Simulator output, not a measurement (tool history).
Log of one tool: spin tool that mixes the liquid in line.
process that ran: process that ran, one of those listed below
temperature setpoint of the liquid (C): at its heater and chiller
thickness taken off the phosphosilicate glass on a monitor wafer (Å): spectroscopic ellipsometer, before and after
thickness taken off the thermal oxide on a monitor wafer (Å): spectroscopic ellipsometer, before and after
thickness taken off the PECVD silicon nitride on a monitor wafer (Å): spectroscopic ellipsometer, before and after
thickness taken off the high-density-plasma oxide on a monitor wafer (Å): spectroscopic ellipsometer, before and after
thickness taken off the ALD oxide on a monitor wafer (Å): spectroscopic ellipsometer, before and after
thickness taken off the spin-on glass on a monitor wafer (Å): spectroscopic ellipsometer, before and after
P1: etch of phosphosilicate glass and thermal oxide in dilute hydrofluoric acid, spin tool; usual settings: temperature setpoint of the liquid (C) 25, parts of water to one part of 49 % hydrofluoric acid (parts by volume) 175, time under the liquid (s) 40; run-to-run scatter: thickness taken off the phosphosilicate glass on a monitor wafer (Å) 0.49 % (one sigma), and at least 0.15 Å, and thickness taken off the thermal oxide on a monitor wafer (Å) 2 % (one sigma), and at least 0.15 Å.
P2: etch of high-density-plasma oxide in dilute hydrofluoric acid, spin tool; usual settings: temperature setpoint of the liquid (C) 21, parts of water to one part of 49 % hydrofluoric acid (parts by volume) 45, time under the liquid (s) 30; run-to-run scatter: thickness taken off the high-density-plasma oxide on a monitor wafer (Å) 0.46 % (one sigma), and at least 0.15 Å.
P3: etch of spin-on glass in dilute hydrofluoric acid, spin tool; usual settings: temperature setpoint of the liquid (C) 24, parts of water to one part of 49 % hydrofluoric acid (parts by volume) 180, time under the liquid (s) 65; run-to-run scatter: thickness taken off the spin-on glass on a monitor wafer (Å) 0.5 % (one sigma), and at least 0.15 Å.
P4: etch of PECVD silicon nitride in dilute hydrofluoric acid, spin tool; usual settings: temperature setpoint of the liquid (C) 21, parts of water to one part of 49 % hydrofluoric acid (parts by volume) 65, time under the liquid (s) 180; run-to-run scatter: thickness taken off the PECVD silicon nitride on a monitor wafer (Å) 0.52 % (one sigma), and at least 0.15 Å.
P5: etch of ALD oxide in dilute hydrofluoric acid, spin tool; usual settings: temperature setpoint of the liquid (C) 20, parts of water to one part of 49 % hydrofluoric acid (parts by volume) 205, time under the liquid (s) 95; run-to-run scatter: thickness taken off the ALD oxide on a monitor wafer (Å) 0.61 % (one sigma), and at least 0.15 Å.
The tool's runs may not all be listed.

run,hour,process that ran,temperature setpoint of the liquid (C),parts of water to one part of 49 % hydrofluoric acid (parts by volume),time under the liquid (s),thickness taken off the phosphosilicate glass on a monitor wafer (Å),thickness taken off the thermal oxide on a monitor wafer (Å),thickness taken off the PECVD silicon nitride on a monitor wafer (Å),thickness taken off the high-density-plasma oxide on a monitor wafer (Å),thickness taken off the ALD oxide on a monitor wafer (Å),thickness taken off the spin-on glass on a monitor wafer (Å)
1,11.6,P1,25,175,40,372.97,10.668,,,,
2,20.5,P4,21,65,15,,,3.8242,,,
3,32.2,P2,21,45,30,,,,69.544,,
4,40.3,P1,25,175,40,370.03,10.503,,,,
5,47.7,P5,24,205,95,,,,,59.288,
6,55.2,P3,31,180,65,,,,,,282.49
7,64.4,P3,24,180,125,,,,,,421.35
8,76.5,P5,20,205,95,,,,,51.469,
9,88.4,P3,24,310,65,,,,,,112.63
10,95.8,P1,25,175,60,555.11,14.963,,,,
11,104.2,P5,20,325,95,,,,,28.95,
12,111,P1,25,175,40,372.52,10.14,,,,
13,120.9,P4,27,65,180,,,72.937,,,
14,129.7,P1,25,175,20,185.69,5.3503,,,,
15,141.4,P1,25,175,40,374.23,10.331,,,,
16,152.5,P2,21,45,30,,,,69.29,,
17,162.4,P2,21,45,15,,,,34.506,,
18,169.7,P4,21,100,180,,,31.813,,,
19,180.8,P4,21,65,180,,,47.873,,,
# hour 188.9: thermometer replaced
20,189.4,P1,18,80,40,674.32,19.231,,,,
21,196.1,P1,18,175,40,282.21,8.0291,,,,
22,207.8,P1,25,90,40,796.9,21.985,,,,
23,219,P1,25,175,40,372.96,10.663,,,,
24,225.1,P1,31.5,40,40,2510.1,72.115,,,,
25,235.7,P5,20,205,185,,,,,100.83,
26,247.1,P3,24,180,65,,,,,,220.13
# hour 249.6: hydrofluoric acid flow meter replaced
27,255,P2,21,80,30,,,,37.013,,
28,260.5,P1,25,30,80,5203.9,148.63,,,,
29,266,P1,25,175,40,371.78,10.618,,,,
30,272,P1,30.5,175,40,456.27,12.576,,,,
31,280.5,P2,28.5,45,30,,,,94.625,,
32,290.9,P1,25,290,40,198.84,5.4238,,,,
33,299.8,P1,25,175,40,373.26,10.507,,,,
34,308.6,P1,25,175,40,381.55,11.025,,,,
35,315.9,P1,25,175,40,386.71,10.75,,,,
36,324.8,P1,25,175,40,390.27,11.031,,,,
37,333.6,P1,25,175,40,388.94,11.41,,,,
38,340.7,P1,25,175,40,396.74,10.959,,,,
39,346.3,P1,25,175,40,396.19,11.052,,,,
40,353.5,P1,25,175,40,397.4,11.39,,,,
41,359.7,P1,25,175,40,395.17,11.306,,,,
42,367.5,P1,25,175,40,399.69,11.618,,,,
43,377.8,P1,25,175,40,397.74,11.291,,,,
44,383.2,P1,25,175,40,394.71,11.523,,,,

What P1 gives has crept away from where it was. These 2 causes fit the log equally well, each at the size given:
A: liquid hotter than its thermometer reads (K) = 1.79
B: hydrofluoric acid flow above the setpoint (%) = 5.65
The creep began at about hour 299.8.

4 check runs are offered, one wafer each, their results left as question marks. Which one tells the causes apart?
check 1,388.6,P4,24.5,65,180,,,?,,,
check 2,388.6,P5,20,315,180,,,,,?,
check 3,388.6,P3,27.5,180,120,,,,,,?
check 4,388.6,P2,21,75,30,,,,?,,

What each check would give under each cause:
check,result,if A,if B
check 1,thickness taken off the PECVD silicon nitride on a monitor wafer (Å),68.871,64.571
check 2,thickness taken off the ALD oxide on a monitor wafer (Å),61.023,61.38
check 3,thickness taken off the spin-on glass on a monitor wafer (Å),490.37,491.64
check 4,thickness taken off the high-density-plasma oxide on a monitor wafer (Å),43.104,42.513
How far apart the two closest causes lie, in the result that separates them most: check 1 6.45 %; check 2 0.58 %; check 3 0.26 %; check 4 1.38 %
Check 1 tells the causes apart: in the others they would give nearly the same result.

Check 1 was then run and gave: thickness taken off the PECVD silicon nitride on a monitor wafer (Å) 64.414. Which cause is it?

It is B: hydrofluoric acid flow above the setpoint (%).
